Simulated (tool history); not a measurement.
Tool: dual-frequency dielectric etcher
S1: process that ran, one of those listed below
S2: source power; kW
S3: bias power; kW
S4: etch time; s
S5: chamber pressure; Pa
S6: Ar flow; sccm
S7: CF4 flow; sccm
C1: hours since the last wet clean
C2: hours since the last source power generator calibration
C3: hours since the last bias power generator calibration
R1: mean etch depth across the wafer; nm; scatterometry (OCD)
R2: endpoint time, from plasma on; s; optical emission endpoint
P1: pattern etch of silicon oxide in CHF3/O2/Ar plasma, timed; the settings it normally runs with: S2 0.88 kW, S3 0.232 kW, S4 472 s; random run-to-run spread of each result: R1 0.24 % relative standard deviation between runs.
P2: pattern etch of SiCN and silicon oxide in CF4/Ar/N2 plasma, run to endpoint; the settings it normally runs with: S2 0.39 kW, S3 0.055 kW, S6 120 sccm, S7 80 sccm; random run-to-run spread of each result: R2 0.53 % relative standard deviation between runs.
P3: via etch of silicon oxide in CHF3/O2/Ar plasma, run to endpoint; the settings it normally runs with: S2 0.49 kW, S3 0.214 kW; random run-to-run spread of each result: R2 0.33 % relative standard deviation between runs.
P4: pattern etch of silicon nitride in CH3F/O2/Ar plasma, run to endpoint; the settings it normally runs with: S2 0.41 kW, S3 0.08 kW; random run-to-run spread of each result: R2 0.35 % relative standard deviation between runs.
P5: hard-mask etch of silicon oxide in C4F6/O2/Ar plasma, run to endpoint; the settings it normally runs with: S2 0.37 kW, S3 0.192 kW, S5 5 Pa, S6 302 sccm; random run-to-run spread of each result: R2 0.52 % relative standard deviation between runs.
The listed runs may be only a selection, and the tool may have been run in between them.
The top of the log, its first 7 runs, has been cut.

run   hour  S1    S2     S3   S4    S5   S6   S7     C1      C2      C3      R1      R2
  8   53.5  P1  0.88  0.318  472                  251.1  1859.8  2839.4  1335.5
  9   58.3  P1  0.88  0.232  472                  255.9  1864.6  2844.2  1193.7
 10   64.8  P1  1.08  0.232  472                  262.4  1871.1  2850.7  1298.8
 11   73.7  P2  0.39  0.055             120   80  271.3    1880  2859.6          24.052
 12   82.8  P4  0.41   0.08                       280.4  1889.1  2868.7          26.893
 13   90.7  P2  0.39  0.055              98   80  288.3    1897  2876.6          23.595
 14     95  P3  0.34  0.214                       292.6  1901.3  2880.9          321.27
 15  100.1  P4  0.24   0.08                       297.7  1906.4    2886           32.91
 16  109.1  P2  0.39  0.055             120  109  306.7  1915.4    2895          23.036
       114  -- bias power generator calibrated
 17  116.3  P2  0.56  0.055             120   80  313.9  1922.6     2.3          17.477
 18  123.2  P3  0.49  0.214                       320.8  1929.5     9.2          279.45
 19  131.4  P1  0.88  0.232  472                    329  1937.7    17.4  1197.2
 20  139.6  P1  0.88  0.232  632                  337.2  1945.9    25.6  1601.9
 21  145.1  P1  0.88  0.232  472                  342.7  1951.4    31.1  1199.3
 22    152  P5  0.37  0.192       6.67  302       349.6  1958.3      38          103.77
 23  159.6  P5  0.37  0.258          5  302       357.2  1965.9    45.6          90.643

Predict the results of run 24:
 24  165.1  P1  0.88  0.232  472              362.7  1971.4  51.1   ?

Run 24 measured R1 1193.1 nm.

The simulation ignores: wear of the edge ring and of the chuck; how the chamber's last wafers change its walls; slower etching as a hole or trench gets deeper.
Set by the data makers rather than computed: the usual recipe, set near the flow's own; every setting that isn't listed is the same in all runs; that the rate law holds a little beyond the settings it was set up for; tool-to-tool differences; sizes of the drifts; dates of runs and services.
